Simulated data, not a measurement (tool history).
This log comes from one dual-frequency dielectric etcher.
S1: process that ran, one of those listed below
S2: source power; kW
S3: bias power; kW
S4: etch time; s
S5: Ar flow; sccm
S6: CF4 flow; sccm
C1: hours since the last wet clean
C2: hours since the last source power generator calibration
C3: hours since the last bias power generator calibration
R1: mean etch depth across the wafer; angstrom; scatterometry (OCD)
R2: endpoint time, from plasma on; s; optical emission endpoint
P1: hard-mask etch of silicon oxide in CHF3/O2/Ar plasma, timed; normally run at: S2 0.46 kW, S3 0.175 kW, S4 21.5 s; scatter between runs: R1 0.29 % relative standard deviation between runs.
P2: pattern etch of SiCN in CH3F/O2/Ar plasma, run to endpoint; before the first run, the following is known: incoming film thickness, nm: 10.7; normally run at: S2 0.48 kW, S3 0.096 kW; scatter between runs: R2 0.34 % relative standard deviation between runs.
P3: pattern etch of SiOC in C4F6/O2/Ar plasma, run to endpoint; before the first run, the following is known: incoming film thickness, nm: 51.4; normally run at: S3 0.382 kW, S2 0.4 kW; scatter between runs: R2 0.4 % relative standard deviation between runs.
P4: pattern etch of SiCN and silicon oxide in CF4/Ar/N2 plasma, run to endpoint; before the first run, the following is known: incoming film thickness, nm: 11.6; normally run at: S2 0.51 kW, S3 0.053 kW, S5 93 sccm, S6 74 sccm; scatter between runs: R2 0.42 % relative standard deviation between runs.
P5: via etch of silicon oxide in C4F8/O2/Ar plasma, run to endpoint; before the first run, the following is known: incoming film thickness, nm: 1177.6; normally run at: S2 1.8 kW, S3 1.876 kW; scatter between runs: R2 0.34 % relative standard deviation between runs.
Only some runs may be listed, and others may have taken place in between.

{"run": 1, "hour": 4.9, "S1": "P1", "S2": 0.46, "S3": 0.175, "S4": 21.5, "C1": 188.1, "C2": 482.3, "C3": 536.6, "R1": 356.03}
{"run": 2, "hour": 11.8, "S1": "P5", "S2": 2.24, "S3": 1.876, "C1": 195, "C2": 489.2, "C3": 543.5, "R2": 224.68}
{"run": 3, "hour": 17.7, "S1": "P4", "S2": 0.51, "S3": 0.053, "S5": 93, "S6": 74, "C1": 200.9, "C2": 495.1, "C3": 549.4, "R2": 12.53}
{"run": 4, "hour": 25.5, "S1": "P1", "S2": 0.61, "S3": 0.175, "S4": 21.5, "C1": 208.7, "C2": 502.9, "C3": 557.2, "R1": 396.21}
{"run": 5, "hour": 32.1, "S1": "P3", "S2": 0.4, "S3": 0.382, "C1": 215.3, "C2": 509.5, "C3": 563.8, "R2": 18.445}
{"run": 6, "hour": 38.5, "S1": "P1", "S2": 0.46, "S3": 0.175, "S4": 21.5, "C1": 221.7, "C2": 515.9, "C3": 570.2, "R1": 356.64}
{"run": 7, "hour": 45.5, "S1": "P1", "S2": 0.46, "S3": 0.175, "S4": 21.5, "C1": 228.7, "C2": 522.9, "C3": 577.2, "R1": 353.96}
{"run": 8, "hour": 50.6, "S1": "P3", "S2": 0.4, "S3": 0.543, "C1": 233.8, "C2": 528, "C3": 582.3, "R2": 16.248}
{"run": 9, "hour": 58.3, "S1": "P1", "S2": 0.31, "S3": 0.107, "S4": 21.5, "C1": 241.5, "C2": 535.7, "C3": 590, "R1": 259.93}
{"run": 10, "hour": 65.6, "S1": "P2", "S2": 0.48, "S3": 0.096, "C1": 248.8, "C2": 543, "C3": 597.3, "R2": 24.679}
{"run": 11, "hour": 69.3, "S1": "P1", "S2": 0.46, "S3": 0.175, "S4": 28.5, "C1": 252.5, "C2": 546.7, "C3": 601, "R1": 470.47}
{"run": 12, "hour": 76.6, "S1": "P5", "S2": 1.8, "S3": 1.876, "C1": 259.8, "C2": 554, "C3": 608.3, "R2": 246.33}
{"run": 13, "hour": 83.7, "S1": "P4", "S2": 0.34, "S3": 0.053, "S5": 93, "S6": 74, "C1": 266.9, "C2": 561.1, "C3": 615.4, "R2": 17.926}
{"run": 14, "hour": 87.1, "S1": "P3", "S2": 0.4, "S3": 0.382, "C1": 270.3, "C2": 564.5, "C3": 618.8, "R2": 18.31}
{"run": 15, "hour": 91.6, "S1": "P3", "S2": 0.25, "S3": 0.382, "C1": 274.8, "C2": 569, "C3": 623.3, "R2": 21.866}
{"hour": 94.9, "done": "wet clean of the chamber"}
{"run": 16, "hour": 99.1, "S1": "P1", "S2": 0.46, "S3": 0.175, "S4": 21.5, "C1": 4.3, "C2": 576.5, "C3": 630.8, "R1": 357.05}
{"run": 17, "hour": 103.4, "S1": "P4", "S2": 0.51, "S3": 0.053, "S5": 93, "S6": 74, "C1": 8.6, "C2": 580.8, "C3": 635.1, "R2": 12.649}
{"run": 18, "hour": 110.8, "S1": "P1", "S2": 0.46, "S3": 0.114, "S4": 21.5, "C1": 16, "C2": 588.2, "C3": 642.5, "R1": 309.11}
{"run": 19, "hour": 116.2, "S1": "P1", "S2": 0.33, "S3": 0.175, "S4": 21.5, "C1": 21.4, "C2": 593.6, "C3": 647.9, "R1": 314.35}
{"run": 20, "hour": 123.7, "S1": "P2", "S2": 0.31, "S3": 0.096, "C1": 28.9, "C2": 601.1, "C3": 655.4, "R2": 28.971}
{"run": 21, "hour": 127.3, "S1": "P4", "S2": 0.51, "S3": 0.053, "S5": 93, "S6": 57, "C1": 32.5, "C2": 604.7, "C3": 659, "R2": 13.106}
{"run": 22, "hour": 134.5, "S1": "P4", "S2": 0.51, "S3": 0.036, "S5": 93, "S6": 74, "C1": 39.7, "C2": 611.9, "C3": 666.2, "R2": 14.07}
{"run": 23, "hour": 138.4, "S1": "P4", "S2": 0.51, "S3": 0.053, "S5": 57, "S6": 74, "C1": 43.6, "C2": 615.8, "C3": 670.1, "R2": 11.676}
{"run": 24, "hour": 144.5, "S1": "P5", "S2": 1.8, "S3": 1.161, "C1": 49.7, "C2": 621.9, "C3": 676.2, "R2": 279.56}
{"run": 25, "hour": 149.5, "S1": "P2", "S2": 0.48, "S3": 0.129, "C1": 54.7, "C2": 626.9, "C3": 681.2, "R2": 22.03}

The next listed run, before its measurement:
{"run": 26, "hour": 154.2, "S1": "P5", "S2": 1.8, "S3": 1.876, "C1": 59.4, "C2": 631.6, "C3": 685.9, "R2": "?"}

R2: 244.73 s

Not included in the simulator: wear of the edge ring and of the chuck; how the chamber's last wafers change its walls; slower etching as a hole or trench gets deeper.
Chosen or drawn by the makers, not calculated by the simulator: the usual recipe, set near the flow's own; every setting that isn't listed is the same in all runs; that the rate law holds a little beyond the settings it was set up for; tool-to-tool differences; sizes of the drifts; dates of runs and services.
